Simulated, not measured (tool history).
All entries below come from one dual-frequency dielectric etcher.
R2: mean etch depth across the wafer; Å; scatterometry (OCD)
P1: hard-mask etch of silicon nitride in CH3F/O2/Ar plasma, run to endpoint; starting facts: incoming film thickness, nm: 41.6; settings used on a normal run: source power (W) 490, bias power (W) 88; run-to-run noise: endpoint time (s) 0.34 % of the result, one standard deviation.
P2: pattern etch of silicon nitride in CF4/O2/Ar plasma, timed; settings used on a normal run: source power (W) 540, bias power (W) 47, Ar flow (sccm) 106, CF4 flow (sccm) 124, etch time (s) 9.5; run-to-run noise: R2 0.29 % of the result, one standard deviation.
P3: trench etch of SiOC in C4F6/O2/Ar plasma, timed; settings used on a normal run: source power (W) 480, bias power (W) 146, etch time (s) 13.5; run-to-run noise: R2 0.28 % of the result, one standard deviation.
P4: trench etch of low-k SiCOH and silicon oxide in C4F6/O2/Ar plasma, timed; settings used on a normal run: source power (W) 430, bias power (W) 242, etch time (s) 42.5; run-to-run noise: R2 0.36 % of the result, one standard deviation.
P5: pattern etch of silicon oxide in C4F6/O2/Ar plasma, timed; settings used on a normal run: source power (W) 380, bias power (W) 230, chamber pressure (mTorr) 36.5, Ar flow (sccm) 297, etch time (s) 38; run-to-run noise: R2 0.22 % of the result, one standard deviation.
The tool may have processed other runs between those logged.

run 1 hour=8.4 | process_that_ran=P1 source_power_(W)=490 bias_power_(W)=88 | endpoint_time_(s)=54.123
run 2 hour=13.8 | process_that_ran=P5 source_power_(W)=380 bias_power_(W)=230 chamber_pressure_(mTorr)=36.5 Ar_flow_(sccm)=297 etch_time_(s)=26 | R2=831.59
run 3 hour=21.3 | process_that_ran=P2 source_power_(W)=540 bias_power_(W)=47 Ar_flow_(sccm)=145 etch_time_(s)=9.5 CF4_flow_(sccm)=124 | R2=189.25
-- hour=26.5 bias power generator calibrated
run 4 hour=27.1 | process_that_ran=P2 source_power_(W)=330 bias_power_(W)=47 Ar_flow_(sccm)=106 etch_time_(s)=9.5 CF4_flow_(sccm)=124 | R2=127.55
run 5 hour=32.7 | process_that_ran=P1 source_power_(W)=490 bias_power_(W)=88 | endpoint_time_(s)=53.78
run 6 hour=41.6 | process_that_ran=P5 source_power_(W)=380 bias_power_(W)=323 chamber_pressure_(mTorr)=36.5 Ar_flow_(sccm)=297 etch_time_(s)=38 | R2=1362.9
-- hour=46.7 source power generator calibrated
run 7 hour=50.5 | process_that_ran=P4 source_power_(W)=270 bias_power_(W)=242 etch_time_(s)=42.5 | R2=1260.7
run 8 hour=58.4 | process_that_ran=P1 source_power_(W)=490 bias_power_(W)=88 | endpoint_time_(s)=53.957
run 9 hour=64.7 | process_that_ran=P5 source_power_(W)=240 bias_power_(W)=230 chamber_pressure_(mTorr)=36.5 Ar_flow_(sccm)=297 etch_time_(s)=38 | R2=1016.9
run 10 hour=74.1 | process_that_ran=P1 source_power_(W)=380 bias_power_(W)=88 | endpoint_time_(s)=59.292
run 11 hour=80.7 | process_that_ran=P4 source_power_(W)=430 bias_power_(W)=304 etch_time_(s)=42.5 | R2=1625.2
run 12 hour=90.7 | process_that_ran=P2 source_power_(W)=540 bias_power_(W)=30 Ar_flow_(sccm)=106 etch_time_(s)=9.5 CF4_flow_(sccm)=124 | R2=168.59
run 13 hour=97.5 | process_that_ran=P4 source_power_(W)=430 bias_power_(W)=242 etch_time_(s)=58 | R2=2067.1
run 14 hour=106.3 | process_that_ran=P3 source_power_(W)=330 bias_power_(W)=146 etch_time_(s)=13.5 | R2=243.45
run 15 hour=114.7 | process_that_ran=P1 source_power_(W)=490 bias_power_(W)=88 | endpoint_time_(s)=53.942
run 16 hour=120.8 | process_that_ran=P1 source_power_(W)=490 bias_power_(W)=88 | endpoint_time_(s)=54.014
run 17 hour=129.1 | process_that_ran=P1 source_power_(W)=620 bias_power_(W)=109 | endpoint_time_(s)=45.828
run 18 hour=133.6 | process_that_ran=P3 source_power_(W)=480 bias_power_(W)=146 etch_time_(s)=20 | R2=419.22
run 19 hour=142.5 | process_that_ran=P1 source_power_(W)=590 bias_power_(W)=65 | endpoint_time_(s)=55.731
run 20 hour=151.9 | process_that_ran=P1 source_power_(W)=490 bias_power_(W)=53 | endpoint_time_(s)=63.88
run 21 hour=157.7 | process_that_ran=P2 source_power_(W)=540 bias_power_(W)=47 Ar_flow_(sccm)=106 etch_time_(s)=9.5 CF4_flow_(sccm)=124 | R2=196.4
run 22 hour=165.3 | process_that_ran=P2 source_power_(W)=540 bias_power_(W)=47 Ar_flow_(sccm)=106 etch_time_(s)=12 CF4_flow_(sccm)=124 | R2=249.47
-- hour=171.6 wet clean of the chamber
run 23 hour=174.4 | process_that_ran=P5 source_power_(W)=380 bias_power_(W)=230 chamber_pressure_(mTorr)=36.5 Ar_flow_(sccm)=366 etch_time_(s)=38 | R2=1182
run 24 hour=182.2 | process_that_ran=P1 source_power_(W)=590 bias_power_(W)=88 | endpoint_time_(s)=50.152
run 25 hour=189.6 | process_that_ran=P5 source_power_(W)=380 bias_power_(W)=230 chamber_pressure_(mTorr)=27 Ar_flow_(sccm)=297 etch_time_(s)=38 | R2=1256.3
run 26 hour=197.6 | process_that_ran=P5 source_power_(W)=380 bias_power_(W)=230 chamber_pressure_(mTorr)=36.5 Ar_flow_(sccm)=297 etch_time_(s)=38 | R2=1210.4
run 27 hour=206.2 | process_that_ran=P3 source_power_(W)=480 bias_power_(W)=146 etch_time_(s)=13.5 | R2=284.37
run 28 hour=213.9 | process_that_ran=P2 source_power_(W)=540 bias_power_(W)=47 Ar_flow_(sccm)=106 etch_time_(s)=9.5 CF4_flow_(sccm)=148 | R2=200.46
run 29 hour=221.6 | process_that_ran=P3 source_power_(W)=480 bias_power_(W)=190 etch_time_(s)=13.5 | R2=308.69
run 30 hour=226.5 | process_that_ran=P1 source_power_(W)=490 bias_power_(W)=105 | endpoint_time_(s)=50.646
run 31 hour=235.8 | process_that_ran=P4 source_power_(W)=430 bias_power_(W)=242 etch_time_(s)=42.5 | R2=1508.2
run 32 hour=243.7 | process_that_ran=P1 source_power_(W)=490 bias_power_(W)=88 | endpoint_time_(s)=53.906
run 33 hour=253.6 | process_that_ran=P1 source_power_(W)=490 bias_power_(W)=88 | endpoint_time_(s)=53.96
run 34 hour=261.5 | process_that_ran=P1 source_power_(W)=490 bias_power_(W)=88 | endpoint_time_(s)=54.529
run 35 hour=267 | process_that_ran=P1 source_power_(W)=490 bias_power_(W)=88 | endpoint_time_(s)=54.463
run 36 hour=271.7 | process_that_ran=P1 source_power_(W)=490 bias_power_(W)=88 | endpoint_time_(s)=54.781
run 37 hour=279.1 | process_that_ran=P1 source_power_(W)=490 bias_power_(W)=88 | endpoint_time_(s)=54.932
run 38 hour=285.1 | process_that_ran=P1 source_power_(W)=490 bias_power_(W)=88 | endpoint_time_(s)=54.824
-- hour=288.5 wet clean of the chamber
run 39 hour=291.3 | process_that_ran=P1 source_power_(W)=490 bias_power_(W)=88 | endpoint_time_(s)=54.965
run 40 hour=296.1 | process_that_ran=P1 source_power_(W)=490 bias_power_(W)=88 | endpoint_time_(s)=54.871
run 41 hour=303.1 | process_that_ran=P1 source_power_(W)=490 bias_power_(W)=88 | endpoint_time_(s)=54.642
run 42 hour=309.8 | process_that_ran=P1 source_power_(W)=490 bias_power_(W)=88 | endpoint_time_(s)=54.724

Something has made what P1 gives creep away from where it was; the 2 causes below, each at its own stated size, fit the log equally well:
A: bias power that arrives under what is set, % = 4.7
B: source power that arrives under what is set, % = 4.39
The creep began at about hour 243.7.
The rest of the possible causes, and what rules out each one:
chamber walls in a state that lowers the etch rate, %: serviced at hour 288.5, which brought nothing back

Question marks stand in for the results of the 4 check runs listed below, each run on one wafer. Under which run would the listed causes show clearly different results?
run check 1 hour=316.5 | process_that_ran=P2 source_power_(W)=540 bias_power_(W)=47 Ar_flow_(sccm)=106 etch_time_(s)=9.5 CF4_flow_(sccm)=124 | R2=?
run check 2 hour=316.5 | process_that_ran=P5 source_power_(W)=380 bias_power_(W)=230 chamber_pressure_(mTorr)=36.5 Ar_flow_(sccm)=297 etch_time_(s)=38 | R2=?
run check 3 hour=316.5 | process_that_ran=P3 source_power_(W)=480 bias_power_(W)=146 etch_time_(s)=13.5 | R2=?
run check 4 hour=316.5 | process_that_ran=P4 source_power_(W)=430 bias_power_(W)=242 etch_time_(s)=42.5 | R2=?

Check results expected under each cause:
check=check_1 result=R2 if_A=192.73 if_B=188.52
check=check_2 result=R2 if_A=1194.3 if_B=1192.8
check=check_3 result=R2 if_A=279.3 if_B=278.32
check=check_4 result=R2 if_A=1487.4 if_B=1485.7
Per-check spread between the two closest causes, in the result where they differ most: check 1 2.21 %; check 2 0.12 %; check 3 0.35 %; check 4 0.12 %
Check 1 tells the causes apart: in the others they would give nearly the same result.

Then check 1 was run and gave: R2 192.07 Å. Which cause is it?

Of the candidate causes, it is A: bias power that arrives under what is set, %.
